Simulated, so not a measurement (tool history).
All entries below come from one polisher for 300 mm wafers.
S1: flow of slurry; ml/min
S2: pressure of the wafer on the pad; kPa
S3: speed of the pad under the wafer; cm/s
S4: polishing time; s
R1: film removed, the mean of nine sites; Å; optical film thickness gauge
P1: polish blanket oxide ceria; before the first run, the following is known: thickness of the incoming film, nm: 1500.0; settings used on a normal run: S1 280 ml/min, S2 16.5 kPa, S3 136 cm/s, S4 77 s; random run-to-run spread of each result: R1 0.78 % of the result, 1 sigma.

run,hour,S1,S2,S3,S4,R1
1,14.9,280,16.5,136,77,3118.6
2,32.5,280,16.5,136,121,4772.9
3,42,170,16.5,136,113,4244.9
4,52.2,280,8.3,106,77,1197.6
5,66.2,280,23.4,136,77,4379.5
6,77.9,280,16.5,208,77,4621
7,90.2,280,16.5,136,77,3110.3
8,101.1,280,7.6,136,77,1420.5
9,118,280,16.5,136,77,3066.1
10,127.3,280,16.5,66,77,1510.7
11,140.9,280,16.5,136,77,3090.6
12,156.6,355,16.5,136,77,3148.9
13,172.2,280,16.5,136,38,1524.3
14,187.6,170,16.5,136,77,2870.9
15,196.8,280,16.5,136,77,3052.9
16,211.2,280,16.5,136,77,3094.9
17,229.4,280,16.5,136,77,3040.6
18,247.1,280,16.5,136,77,3040.8
19,265.8,280,16.5,136,77,2958.7
20,277.3,280,16.5,136,77,2949.7

Run 21 is up next; what results do you expect?
# hour 290.5: worn pad replaced by a new one
21,290.9,280,16.5,136,77,?

R1: 2930.2 Å
